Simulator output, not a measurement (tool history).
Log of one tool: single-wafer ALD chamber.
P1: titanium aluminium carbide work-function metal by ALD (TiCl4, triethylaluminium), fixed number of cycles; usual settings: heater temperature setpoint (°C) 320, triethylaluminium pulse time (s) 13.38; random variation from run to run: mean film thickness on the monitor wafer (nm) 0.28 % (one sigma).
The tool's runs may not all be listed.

run,hour,heater temperature setpoint (°C),triethylaluminium pulse time (s),hours since the last thermocouple change,hours since the last triethylaluminium bottle change,mean film thickness on the monitor wafer (nm)
1,9.8,320,13.38,1744.6,221.9,2.404
# hour 14: thermocouple changed; heater temperature recalibrated
2,20,320,13.38,6,232.1,2.414
3,30.3,320,4.72,16.3,242.4,1.9431
4,38.2,295,13.38,24.2,250.3,2.1499
5,47.2,320,13.38,33.2,259.3,2.393
6,52.9,345,13.38,38.9,265,2.6517
7,60.6,338,6.08,46.6,272.7,2.2842
8,65.5,320,21.06,51.5,277.6,2.4301
# hour 67.2: triethylaluminium bottle replaced
9,74.6,320,13.38,60.6,7.5,2.4116
10,84.8,320,13.38,70.8,17.7,2.3971
11,91.1,309,18.78,77.1,24,2.3153
12,101,320,13.38,87,33.9,2.397
13,108.1,320,13.38,94.1,41,2.4037
14,115.9,320,13.38,101.9,48.8,2.3771
15,123.4,320,13.38,109.4,56.3,2.3664
16,129.6,320,13.38,115.6,62.5,2.3523
17,135.9,320,13.38,121.9,68.8,2.3589
18,146.2,320,13.38,132.2,79.1,2.3597
19,151,320,13.38,137,83.9,2.3522

What P1 gives has crept away from where it was. These 2 causes fit the log equally well, each at the size given:
A: wafer temperature below the value expected at the setpoint (K) = 5.32
B: triethylaluminium dose below that of a fresh bottle (%) = 24.9
The creep began at about hour 108.1.

4 check runs are offered, one wafer each, their results left as question marks. Which one tells the causes apart?
check 1,155.8,340,13.38,,,?
check 2,155.8,330,4.96,,,?
check 3,155.8,300,13.38,,,?
check 4,155.8,337,13.38,,,?

What each check would give under each cause:
check,result,if A,if B
check 1,mean film thickness on the monitor wafer (nm),2.549,2.5453
check 2,mean film thickness on the monitor wafer (nm),2.0278,1.8283
check 3,mean film thickness on the monitor wafer (nm),2.1604,2.1637
check 4,mean film thickness on the monitor wafer (nm),2.5195,2.5164
How far apart the two closest causes lie, in the result that separates them most: check 1 0.14 %; check 2 10.36 %; check 3 0.15 %; check 4 0.12 %
Only check 2 tells the causes apart: in the others they would give nearly the same result.

Then check 2 was run and gave: mean film thickness on the monitor wafer (nm) 2.0243. Which cause is it?

It is A: wafer temperature below the value expected at the setpoint (K).
